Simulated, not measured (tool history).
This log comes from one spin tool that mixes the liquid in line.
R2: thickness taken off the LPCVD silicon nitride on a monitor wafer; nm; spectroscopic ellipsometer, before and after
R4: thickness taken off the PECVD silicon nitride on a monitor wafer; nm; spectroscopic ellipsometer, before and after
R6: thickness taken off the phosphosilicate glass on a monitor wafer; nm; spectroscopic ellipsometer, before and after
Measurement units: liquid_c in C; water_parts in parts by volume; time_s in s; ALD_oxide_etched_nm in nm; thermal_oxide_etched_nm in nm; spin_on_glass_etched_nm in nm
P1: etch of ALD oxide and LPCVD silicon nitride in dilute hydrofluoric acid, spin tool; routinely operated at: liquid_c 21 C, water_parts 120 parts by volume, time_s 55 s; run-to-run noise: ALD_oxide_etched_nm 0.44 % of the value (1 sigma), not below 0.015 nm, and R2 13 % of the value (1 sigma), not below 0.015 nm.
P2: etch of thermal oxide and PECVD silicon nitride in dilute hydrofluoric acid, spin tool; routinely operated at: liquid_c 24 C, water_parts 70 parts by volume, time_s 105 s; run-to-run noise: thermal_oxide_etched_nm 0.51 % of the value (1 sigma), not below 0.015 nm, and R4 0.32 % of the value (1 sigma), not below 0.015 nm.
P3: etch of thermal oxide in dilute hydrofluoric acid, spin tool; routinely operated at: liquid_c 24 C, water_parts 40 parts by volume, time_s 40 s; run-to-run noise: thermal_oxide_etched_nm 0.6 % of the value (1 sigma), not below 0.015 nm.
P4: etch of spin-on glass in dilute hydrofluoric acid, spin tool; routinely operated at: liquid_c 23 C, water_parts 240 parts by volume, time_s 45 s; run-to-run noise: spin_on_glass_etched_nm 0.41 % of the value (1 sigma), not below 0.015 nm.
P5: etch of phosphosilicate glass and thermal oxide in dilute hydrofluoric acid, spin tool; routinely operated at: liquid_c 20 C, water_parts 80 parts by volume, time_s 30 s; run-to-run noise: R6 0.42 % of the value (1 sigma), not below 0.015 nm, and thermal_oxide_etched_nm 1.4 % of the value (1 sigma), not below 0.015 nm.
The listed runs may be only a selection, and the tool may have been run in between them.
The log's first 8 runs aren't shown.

Run 9, hour 74.8: process P1, liquid_c 21 C, water_parts 120 parts by volume, time_s 80 s. Result: ALD_oxide_etched_nm 7.9398 nm, R2 0.27681 nm.
Run 10, hour 81.6: process P4, liquid_c 23 C, water_parts 240 parts by volume, time_s 45 s. Result: spin_on_glass_etched_nm 6.0407 nm.
Run 11, hour 88: process P5, liquid_c 20 C, water_parts 140 parts by volume, time_s 30 s. Result: thermal_oxide_etched_nm 0.87295 nm, R6 22.947 nm.
Run 12, hour 97.5: process P1, liquid_c 21 C, water_parts 25 parts by volume, time_s 55 s. Result: ALD_oxide_etched_nm 29.411 nm, R2 0.8316 nm.
Run 13, hour 103.2: process P2, liquid_c 24 C, water_parts 20 parts by volume, time_s 105 s. Result: thermal_oxide_etched_nm 28.313 nm, R4 28.557 nm.
Run 14, hour 113.4: process P5, liquid_c 20 C, water_parts 80 parts by volume, time_s 30 s. Result: thermal_oxide_etched_nm 1.744 nm, R6 43.323 nm.
Run 15, hour 119.2: process P1, liquid_c 17 C, water_parts 120 parts by volume, time_s 55 s. Result: ALD_oxide_etched_nm 4.6661 nm, R2 0.15523 nm.
Run 16, hour 129.5: process P4, liquid_c 17.5 C, water_parts 240 parts by volume, time_s 45 s. Result: spin_on_glass_etched_nm 4.9433 nm.
Run 17, hour 138.1: process P1, liquid_c 21 C, water_parts 120 parts by volume, time_s 55 s. Result: ALD_oxide_etched_nm 5.488 nm, R2 0.17148 nm.
Run 18, hour 145: process P3, liquid_c 19 C, water_parts 40 parts by volume, time_s 40 s. Result: thermal_oxide_etched_nm 4.196 nm.
Run 19, hour 150.3: process P3, liquid_c 24 C, water_parts 40 parts by volume, time_s 40 s. Result: thermal_oxide_etched_nm 5.21 nm.
Run 20, hour 155.4: process P2, liquid_c 24 C, water_parts 70 parts by volume, time_s 105 s. Result: thermal_oxide_etched_nm 7.5579 nm, R4 8.4726 nm.
Run 21, hour 163.9: process P1, liquid_c 21 C, water_parts 120 parts by volume, time_s 30 s. Result: ALD_oxide_etched_nm 2.9862 nm, R2 0.12449 nm.
Run 22, hour 172.4: process P1, liquid_c 26 C, water_parts 120 parts by volume, time_s 55 s. Result: ALD_oxide_etched_nm 6.608 nm, R2 0.28009 nm.
Run 23, hour 178.7: process P4, liquid_c 23 C, water_parts 240 parts by volume, time_s 45 s. Result: spin_on_glass_etched_nm 6.048 nm.
Run 24, hour 190.3: process P3, liquid_c 24 C, water_parts 40 parts by volume, time_s 15 s. Result: thermal_oxide_etched_nm 1.9363 nm.
Run 25, hour 201.7: process P2, liquid_c 24 C, water_parts 70 parts by volume, time_s 180 s. Result: thermal_oxide_etched_nm 12.974 nm, R4 14.53 nm.

Run 26 has not been measured yet. What should we expect?
Run 26, hour 212.9: process P1, liquid_c 21 C, water_parts 120 parts by volume, time_s 55 s. Result: ALD_oxide_etched_nm ?, R2 ?.

{"run 26": {"ALD_oxide_etched_nm": 5.4645, "R2": 0.16069}}
